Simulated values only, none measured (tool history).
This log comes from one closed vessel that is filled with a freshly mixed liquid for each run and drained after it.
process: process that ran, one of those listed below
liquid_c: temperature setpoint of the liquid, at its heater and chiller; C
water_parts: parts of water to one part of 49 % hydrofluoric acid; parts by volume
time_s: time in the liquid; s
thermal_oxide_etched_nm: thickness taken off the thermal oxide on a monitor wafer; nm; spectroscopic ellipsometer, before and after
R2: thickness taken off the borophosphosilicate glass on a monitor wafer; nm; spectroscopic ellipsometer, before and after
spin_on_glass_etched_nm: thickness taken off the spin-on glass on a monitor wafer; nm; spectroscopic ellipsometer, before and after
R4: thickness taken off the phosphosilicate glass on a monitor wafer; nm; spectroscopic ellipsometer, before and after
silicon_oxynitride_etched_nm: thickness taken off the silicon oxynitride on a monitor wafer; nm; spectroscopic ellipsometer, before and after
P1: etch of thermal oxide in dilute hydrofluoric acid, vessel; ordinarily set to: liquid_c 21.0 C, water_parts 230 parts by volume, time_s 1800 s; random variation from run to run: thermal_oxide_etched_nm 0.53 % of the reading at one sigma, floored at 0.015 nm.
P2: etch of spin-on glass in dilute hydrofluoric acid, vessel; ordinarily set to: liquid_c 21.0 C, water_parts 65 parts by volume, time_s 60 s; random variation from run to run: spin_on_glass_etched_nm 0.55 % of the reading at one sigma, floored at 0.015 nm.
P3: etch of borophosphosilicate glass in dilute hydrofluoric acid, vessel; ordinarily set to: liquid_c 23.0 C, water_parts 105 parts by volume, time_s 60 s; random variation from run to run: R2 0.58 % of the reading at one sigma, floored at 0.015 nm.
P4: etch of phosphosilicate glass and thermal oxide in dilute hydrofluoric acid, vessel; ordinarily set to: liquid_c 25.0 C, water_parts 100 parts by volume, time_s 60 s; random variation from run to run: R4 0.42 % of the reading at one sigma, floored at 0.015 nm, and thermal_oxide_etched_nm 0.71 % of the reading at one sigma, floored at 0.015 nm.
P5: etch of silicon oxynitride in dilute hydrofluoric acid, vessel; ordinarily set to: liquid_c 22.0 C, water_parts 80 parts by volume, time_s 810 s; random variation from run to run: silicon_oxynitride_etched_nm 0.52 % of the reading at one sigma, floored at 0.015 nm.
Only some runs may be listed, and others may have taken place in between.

{"run": 1, "hour": 12.3, "process": "P1", "liquid_c": 21.0, "water_parts": 230, "time_s": 1800, "thermal_oxide_etched_nm": 29.307}
{"run": 2, "hour": 20.9, "process": "P3", "liquid_c": 27.0, "water_parts": 105, "time_s": 60, "R2": 24.597}
{"run": 3, "hour": 29.0, "process": "P2", "liquid_c": 21.0, "water_parts": 65, "time_s": 60, "spin_on_glass_etched_nm": 32.674}
{"run": 4, "hour": 35.7, "process": "P1", "liquid_c": 21.0, "water_parts": 230, "time_s": 1800, "thermal_oxide_etched_nm": 29.325}
{"run": 5, "hour": 42.0, "process": "P1", "liquid_c": 21.0, "water_parts": 230, "time_s": 1800, "thermal_oxide_etched_nm": 29.482}
{"run": 6, "hour": 54.5, "process": "P4", "liquid_c": 25.0, "water_parts": 100, "time_s": 60, "thermal_oxide_etched_nm": 3.0642, "R4": 37.775}
{"run": 7, "hour": 65.9, "process": "P1", "liquid_c": 26.0, "water_parts": 230, "time_s": 1800, "thermal_oxide_etched_nm": 34.988}
{"run": 8, "hour": 78.4, "process": "P3", "liquid_c": 23.0, "water_parts": 105, "time_s": 60, "R2": 21.051}
{"run": 9, "hour": 88.0, "process": "P5", "liquid_c": 22.0, "water_parts": 80, "time_s": 1370, "silicon_oxynitride_etched_nm": 43.645}
{"run": 10, "hour": 96.8, "process": "P1", "liquid_c": 21.0, "water_parts": 230, "time_s": 2580, "thermal_oxide_etched_nm": 41.556}
{"run": 11, "hour": 108.4, "process": "P4", "liquid_c": 25.0, "water_parts": 100, "time_s": 105, "thermal_oxide_etched_nm": 5.3465, "R4": 65.979}
{"run": 12, "hour": 114.5, "process": "P5", "liquid_c": 22.0, "water_parts": 80, "time_s": 810, "silicon_oxynitride_etched_nm": 25.957}
{"run": 13, "hour": 122.0, "process": "P1", "liquid_c": 27.0, "water_parts": 230, "time_s": 230, "thermal_oxide_etched_nm": 4.6649}
{"run": 14, "hour": 133.6, "process": "P2", "liquid_c": 29.5, "water_parts": 65, "time_s": 60, "spin_on_glass_etched_nm": 47.049}
{"run": 15, "hour": 146.0, "process": "P3", "liquid_c": 23.0, "water_parts": 155, "time_s": 60, "R2": 13.43}
{"run": 16, "hour": 153.6, "process": "P1", "liquid_c": 21.0, "water_parts": 230, "time_s": 1800, "thermal_oxide_etched_nm": 29.102}
{"run": 17, "hour": 165.3, "process": "P2", "liquid_c": 21.0, "water_parts": 65, "time_s": 30, "spin_on_glass_etched_nm": 16.315}
{"run": 18, "hour": 173.9, "process": "P1", "liquid_c": 21.0, "water_parts": 230, "time_s": 365, "thermal_oxide_etched_nm": 5.9309}
{"run": 19, "hour": 185.1, "process": "P1", "liquid_c": 17.0, "water_parts": 230, "time_s": 1800, "thermal_oxide_etched_nm": 25.203}
{"run": 20, "hour": 191.6, "process": "P5", "liquid_c": 22.0, "water_parts": 80, "time_s": 810, "silicon_oxynitride_etched_nm": 25.632}
{"run": 21, "hour": 201.1, "process": "P5", "liquid_c": 22.0, "water_parts": 40, "time_s": 810, "silicon_oxynitride_etched_nm": 53.415}
{"run": 22, "hour": 212.7, "process": "P1", "liquid_c": 21.0, "water_parts": 130, "time_s": 1800, "thermal_oxide_etched_nm": 57.674}
{"run": 23, "hour": 222.3, "process": "P3", "liquid_c": 23.0, "water_parts": 105, "time_s": 30, "R2": 10.455}

Forecast run 24:
{"run": 24, "hour": 234.2, "process": "P1", "liquid_c": 21.0, "water_parts": 230, "time_s": 1800, "thermal_oxide_etched_nm": "?"}

{"run 24": {"thermal_oxide_etched_nm": 29.446}}

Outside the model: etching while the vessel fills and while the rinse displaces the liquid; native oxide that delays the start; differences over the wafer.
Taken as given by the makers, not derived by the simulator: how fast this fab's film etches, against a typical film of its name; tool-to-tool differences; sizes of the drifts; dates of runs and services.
